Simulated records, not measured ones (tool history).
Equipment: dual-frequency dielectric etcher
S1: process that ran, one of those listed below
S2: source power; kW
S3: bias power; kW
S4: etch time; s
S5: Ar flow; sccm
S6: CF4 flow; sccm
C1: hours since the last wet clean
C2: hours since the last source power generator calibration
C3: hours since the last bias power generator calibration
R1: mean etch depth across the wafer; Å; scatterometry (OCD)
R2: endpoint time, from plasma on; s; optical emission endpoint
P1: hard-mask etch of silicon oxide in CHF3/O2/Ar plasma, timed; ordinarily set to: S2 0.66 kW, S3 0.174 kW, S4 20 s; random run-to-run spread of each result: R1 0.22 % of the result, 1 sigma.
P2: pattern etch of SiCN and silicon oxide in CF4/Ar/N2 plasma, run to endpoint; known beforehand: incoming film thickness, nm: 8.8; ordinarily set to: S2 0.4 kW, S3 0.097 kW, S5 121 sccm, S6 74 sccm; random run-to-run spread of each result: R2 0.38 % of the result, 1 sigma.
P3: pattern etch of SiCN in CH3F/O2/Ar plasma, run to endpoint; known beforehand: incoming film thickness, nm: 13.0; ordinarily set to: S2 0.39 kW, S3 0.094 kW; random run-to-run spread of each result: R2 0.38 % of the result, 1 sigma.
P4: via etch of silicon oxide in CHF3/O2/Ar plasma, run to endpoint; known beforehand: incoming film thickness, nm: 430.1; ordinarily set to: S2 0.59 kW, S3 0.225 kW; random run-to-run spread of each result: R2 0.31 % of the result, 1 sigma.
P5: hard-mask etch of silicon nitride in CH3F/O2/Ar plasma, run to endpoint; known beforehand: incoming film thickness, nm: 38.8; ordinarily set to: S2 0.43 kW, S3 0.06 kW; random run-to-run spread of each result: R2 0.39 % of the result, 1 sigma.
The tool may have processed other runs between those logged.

{"run": 1, "hour": 5.6, "S1": "P1", "S2": 0.66, "S3": 0.174, "S4": 20, "C1": 84.7, "C2": 1096.7, "C3": 1573.1, "R1": 388.75}
{"run": 2, "hour": 10.9, "S1": "P5", "S2": 0.43, "S3": 0.035, "C1": 90, "C2": 1102, "C3": 1578.4, "R2": 70.069}
{"run": 3, "hour": 14.1, "S1": "P1", "S2": 0.66, "S3": 0.174, "S4": 20, "C1": 93.2, "C2": 1105.2, "C3": 1581.6, "R1": 390.05}
{"run": 4, "hour": 20.0, "S1": "P1", "S2": 0.66, "S3": 0.174, "S4": 20, "C1": 99.1, "C2": 1111.1, "C3": 1587.5, "R1": 388.17}
{"run": 5, "hour": 23.6, "S1": "P2", "S2": 0.4, "S3": 0.097, "S5": 71, "S6": 74, "C1": 102.7, "C2": 1114.7, "C3": 1591.1, "R2": 9.6142}
{"run": 6, "hour": 26.9, "S1": "P1", "S2": 0.66, "S3": 0.174, "S4": 13.5, "C1": 106, "C2": 1118, "C3": 1594.4, "R1": 261.98}
{"hour": 28.7, "done": "source power generator calibrated"}
{"run": 7, "hour": 30.5, "S1": "P5", "S2": 0.61, "S3": 0.06, "C1": 109.6, "C2": 1.9, "C3": 1598, "R2": 52.237}
{"run": 8, "hour": 36.7, "S1": "P2", "S2": 0.5, "S3": 0.097, "S5": 121, "S6": 74, "C1": 115.8, "C2": 8.1, "C3": 1604.2, "R2": 8.4575}
{"run": 9, "hour": 39.8, "S1": "P4", "S2": 0.36, "S3": 0.225, "C1": 118.9, "C2": 11.2, "C3": 1607.3, "R2": 249.81}
{"run": 10, "hour": 45.2, "S1": "P2", "S2": 0.4, "S3": 0.123, "S5": 121, "S6": 74, "C1": 124.3, "C2": 16.6, "C3": 1612.7, "R2": 9.437}
{"run": 11, "hour": 50.4, "S1": "P4", "S2": 0.59, "S3": 0.319, "C1": 129.5, "C2": 21.8, "C3": 1617.9, "R2": 183.08}
{"run": 12, "hour": 54.7, "S1": "P1", "S2": 0.66, "S3": 0.174, "S4": 20, "C1": 133.8, "C2": 26.1, "C3": 1622.2, "R1": 387.81}
{"run": 13, "hour": 60.3, "S1": "P3", "S2": 0.39, "S3": 0.094, "C1": 139.4, "C2": 31.7, "C3": 1627.8, "R2": 32.092}
{"run": 14, "hour": 63.6, "S1": "P5", "S2": 0.43, "S3": 0.06, "C1": 142.7, "C2": 35, "C3": 1631.1, "R2": 59.28}
{"run": 15, "hour": 66.5, "S1": "P5", "S2": 0.43, "S3": 0.06, "C1": 145.6, "C2": 37.9, "C3": 1634, "R2": 59.038}
{"run": 16, "hour": 72.6, "S1": "P1", "S2": 0.66, "S3": 0.174, "S4": 20, "C1": 151.7, "C2": 44, "C3": 1640.1, "R1": 389.61}
{"run": 17, "hour": 77.2, "S1": "P1", "S2": 0.88, "S3": 0.239, "S4": 20, "C1": 156.3, "C2": 48.6, "C3": 1644.7, "R1": 484.11}
{"run": 18, "hour": 82.0, "S1": "P1", "S2": 0.4, "S3": 0.174, "S4": 20, "C1": 161.1, "C2": 53.4, "C3": 1649.5, "R1": 320.3}
{"run": 19, "hour": 86.5, "S1": "P1", "S2": 0.66, "S3": 0.174, "S4": 27.5, "C1": 165.6, "C2": 57.9, "C3": 1654, "R1": 535.12}
{"run": 20, "hour": 90.3, "S1": "P1", "S2": 0.83, "S3": 0.174, "S4": 20, "C1": 169.4, "C2": 61.7, "C3": 1657.8, "R1": 422.09}
{"run": 21, "hour": 94.2, "S1": "P1", "S2": 0.66, "S3": 0.125, "S4": 25.5, "C1": 173.3, "C2": 65.6, "C3": 1661.7, "R1": 444.41}
{"run": 22, "hour": 97.7, "S1": "P2", "S2": 0.4, "S3": 0.097, "S5": 121, "S6": 74, "C1": 176.8, "C2": 69.1, "C3": 1665.2, "R2": 10.368}
{"run": 23, "hour": 103.4, "S1": "P1", "S2": 0.66, "S3": 0.211, "S4": 20, "C1": 182.5, "C2": 74.8, "C3": 1670.9, "R1": 415.19}
{"run": 24, "hour": 108.5, "S1": "P2", "S2": 0.4, "S3": 0.097, "S5": 121, "S6": 74, "C1": 187.6, "C2": 79.9, "C3": 1676, "R2": 10.371}
{"run": 25, "hour": 114.3, "S1": "P1", "S2": 0.89, "S3": 0.108, "S4": 20, "C1": 193.4, "C2": 85.7, "C3": 1681.8, "R1": 377.09}
{"run": 26, "hour": 118.7, "S1": "P2", "S2": 0.4, "S3": 0.097, "S5": 121, "S6": 59, "C1": 197.8, "C2": 90.1, "C3": 1686.2, "R2": 10.726}
{"run": 27, "hour": 124.3, "S1": "P3", "S2": 0.39, "S3": 0.071, "C1": 203.4, "C2": 95.7, "C3": 1691.8, "R2": 35.273}
{"run": 28, "hour": 130.3, "S1": "P1", "S2": 0.66, "S3": 0.11, "S4": 20, "C1": 209.4, "C2": 101.7, "C3": 1697.8, "R1": 336.36}
{"run": 29, "hour": 136.4, "S1": "P4", "S2": 0.59, "S3": 0.225, "C1": 215.5, "C2": 107.8, "C3": 1703.9, "R2": 207.14}
{"run": 30, "hour": 140.5, "S1": "P1", "S2": 0.66, "S3": 0.174, "S4": 20, "C1": 219.6, "C2": 111.9, "C3": 1708, "R1": 387.95}
{"run": 31, "hour": 146.9, "S1": "P4", "S2": 0.59, "S3": 0.225, "C1": 226, "C2": 118.3, "C3": 1714.4, "R2": 208.39}
{"run": 32, "hour": 151.4, "S1": "P3", "S2": 0.52, "S3": 0.094, "C1": 230.5, "C2": 122.8, "C3": 1718.9, "R2": 28.884}
{"run": 33, "hour": 154.5, "S1": "P1", "S2": 0.66, "S3": 0.174, "S4": 20, "C1": 233.6, "C2": 125.9, "C3": 1722, "R1": 387.44}
{"run": 34, "hour": 158.2, "S1": "P1", "S2": 0.66, "S3": 0.174, "S4": 20, "C1": 237.3, "C2": 129.6, "C3": 1725.7, "R1": 386.14}
{"run": 35, "hour": 163.9, "S1": "P1", "S2": 0.66, "S3": 0.174, "S4": 20, "C1": 243, "C2": 135.3, "C3": 1731.4, "R1": 384.49}
{"run": 36, "hour": 167.5, "S1": "P1", "S2": 0.66, "S3": 0.174, "S4": 20, "C1": 246.6, "C2": 138.9, "C3": 1735, "R1": 383.3}
{"run": 37, "hour": 173.2, "S1": "P1", "S2": 0.66, "S3": 0.174, "S4": 20, "C1": 252.3, "C2": 144.6, "C3": 1740.7, "R1": 383.28}
{"run": 38, "hour": 177.8, "S1": "P1", "S2": 0.66, "S3": 0.174, "S4": 20, "C1": 256.9, "C2": 149.2, "C3": 1745.3, "R1": 382.64}
{"hour": 178.9, "done": "wet clean of the chamber"}
{"run": 39, "hour": 182.4, "S1": "P1", "S2": 0.66, "S3": 0.174, "S4": 20, "C1": 3.5, "C2": 153.8, "C3": 1749.9, "R1": 380.56}
{"run": 40, "hour": 187.4, "S1": "P1", "S2": 0.66, "S3": 0.174, "S4": 20, "C1": 8.5, "C2": 158.8, "C3": 1754.9, "R1": 382.16}
{"run": 41, "hour": 192.0, "S1": "P1", "S2": 0.66, "S3": 0.174, "S4": 20, "C1": 13.1, "C2": 163.4, "C3": 1759.5, "R1": 382.3}

What P1 gives has crept off from where it sat before. The 2 causes that follow fit the log equally well, each at the size noted:
A: bias power that arrives under what is set, % = 4.84
B: source power that arrives under what is set, % = 4.18
The onset of the drift is placed at about hour 154.5.
Ruled out, with reasons:
chamber walls in a state that lowers the etch rate, %: serviced after onset, at hour 178.9, with no recovery of the prior output

Which of the check runs below tells the causes apart, meaning the causes would give it clearly different results? Each run uses 2 wafers whose results are averaged, and each result is shown as a question mark.
{"run": "check 1", "hour": 196.6, "S1": "P4", "S2": 0.38, "S3": 0.225, "R2": "?"}
{"run": "check 2", "hour": 196.6, "S1": "P5", "S2": 0.55, "S3": 0.036, "R2": "?"}
{"run": "check 3", "hour": 196.6, "S1": "P3", "S2": 0.52, "S3": 0.094, "R2": "?"}
{"run": "check 4", "hour": 196.6, "S1": "P2", "S2": 0.4, "S3": 0.097, "S5": 77, "S6": 74, "R2": "?"}

What each check would give under each cause:
check=check_1 result=R2 if_A=249.18 if_B=248.73
check=check_2 result=R2 if_A=63.785 if_B=64.026
check=check_3 result=R2 if_A=29.315 if_B=29.25
check=check_4 result=R2 if_A=9.9226 if_B=10.128
Separation of the two closest causes in each check, using whichever result separates them best: check 1 0.18 %; check 2 0.38 %; check 3 0.22 %; check 4 2.05 %
The causes can be told apart only by check 4. The other checks would give nearly the same results under each of them.

Check 4 was carried out, with these results: R2 9.9179 s. Which of the listed causes is responsible?

It is A: bias power that arrives under what is set, %.
